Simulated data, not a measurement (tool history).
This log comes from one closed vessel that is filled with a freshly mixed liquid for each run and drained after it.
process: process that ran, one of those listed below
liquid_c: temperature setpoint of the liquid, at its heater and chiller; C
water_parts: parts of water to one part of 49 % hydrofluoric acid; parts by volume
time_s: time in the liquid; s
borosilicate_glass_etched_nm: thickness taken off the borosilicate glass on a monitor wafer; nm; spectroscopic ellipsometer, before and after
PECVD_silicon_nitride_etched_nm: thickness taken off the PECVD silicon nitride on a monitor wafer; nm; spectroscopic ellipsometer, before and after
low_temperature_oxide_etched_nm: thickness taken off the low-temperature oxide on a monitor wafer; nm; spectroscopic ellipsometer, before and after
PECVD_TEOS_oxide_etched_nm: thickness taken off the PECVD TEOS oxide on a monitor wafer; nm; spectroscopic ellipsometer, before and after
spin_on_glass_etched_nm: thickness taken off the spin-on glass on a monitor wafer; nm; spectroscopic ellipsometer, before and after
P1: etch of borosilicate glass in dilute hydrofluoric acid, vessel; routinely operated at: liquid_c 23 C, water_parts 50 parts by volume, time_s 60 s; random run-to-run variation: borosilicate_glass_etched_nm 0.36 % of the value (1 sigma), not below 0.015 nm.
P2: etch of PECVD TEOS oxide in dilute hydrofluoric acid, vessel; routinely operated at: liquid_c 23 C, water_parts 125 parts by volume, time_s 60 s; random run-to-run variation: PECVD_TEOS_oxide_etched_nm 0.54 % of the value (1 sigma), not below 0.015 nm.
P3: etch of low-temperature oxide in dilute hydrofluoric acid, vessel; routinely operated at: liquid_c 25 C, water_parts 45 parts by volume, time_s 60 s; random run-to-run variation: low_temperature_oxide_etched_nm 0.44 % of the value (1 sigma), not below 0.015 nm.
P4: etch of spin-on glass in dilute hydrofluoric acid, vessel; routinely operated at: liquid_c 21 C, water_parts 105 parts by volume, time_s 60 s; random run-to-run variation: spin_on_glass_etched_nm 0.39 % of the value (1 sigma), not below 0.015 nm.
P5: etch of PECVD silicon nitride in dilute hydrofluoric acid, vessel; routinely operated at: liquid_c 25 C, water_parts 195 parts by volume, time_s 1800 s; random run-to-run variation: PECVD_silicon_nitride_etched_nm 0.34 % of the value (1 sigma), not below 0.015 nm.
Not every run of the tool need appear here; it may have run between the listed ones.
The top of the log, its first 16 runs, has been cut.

| run | hour | process | liquid_c | water_parts | time_s | hours since the thermometer was replaced | hours since the hydrofluoric acid flow meter was replaced | borosilicate_glass_etched_nm | PECVD_silicon_nitride_etched_nm | low_temperature_oxide_etched_nm | PECVD_TEOS_oxide_etched_nm | spin_on_glass_etched_nm |
|---|---|---|---|---|---|---|---|---|---|---|---|---|
| 17 | 194.8 | P2 | 23 | 125 | 105 | 811.6 | 727.6 |  |  |  | 14.369 |  |
| 18 | 208.8 | P1 | 23 | 50 | 100 | 825.6 | 741.6 | 58.593 |  |  |  |  |
| 19 | 224.1 | P3 | 18 | 45 | 60 | 840.9 | 756.9 |  |  | 21.775 |  |  |
| 20 | 236.5 | P5 | 25 | 265 | 1800 | 853.3 | 769.3 |  | 16.247 |  |  |  |
| 21 | 248.2 | P1 | 23 | 70 | 60 | 865 | 781 | 24.564 |  |  |  |  |
| 22 | 256.4 | P1 | 23 | 50 | 60 | 873.2 | 789.2 | 35.168 |  |  |  |  |
| 23 | 268.1 | P4 | 17 | 105 | 60 | 884.9 | 800.9 |  |  |  |  | 21.954 |
| 24 | 279.6 | P1 | 23 | 20 | 60 | 896.4 | 812.4 | 91.693 |  |  |  |  |
| 25 | 290.9 | P4 | 21 | 105 | 60 | 907.7 | 823.7 |  |  |  |  | 25.667 |
| 26 | 303.5 | P2 | 23 | 125 | 60 | 920.3 | 836.3 |  |  |  | 8.19 |  |
| 27 | 310.6 | P3 | 25 | 45 | 60 | 927.4 | 843.4 |  |  | 29.156 |  |  |
| 28 | 319.8 | P4 | 21 | 145 | 60 | 936.6 | 852.6 |  |  |  |  | 17.832 |

For run 29, what comes out?
| 29 | 327.8 | P1 | 23 | 50 | 30 | 944.6 | 860.6 | ? |  |  |  |  |

Run 29 came out at borosilicate_glass_etched_nm 17.723 nm.

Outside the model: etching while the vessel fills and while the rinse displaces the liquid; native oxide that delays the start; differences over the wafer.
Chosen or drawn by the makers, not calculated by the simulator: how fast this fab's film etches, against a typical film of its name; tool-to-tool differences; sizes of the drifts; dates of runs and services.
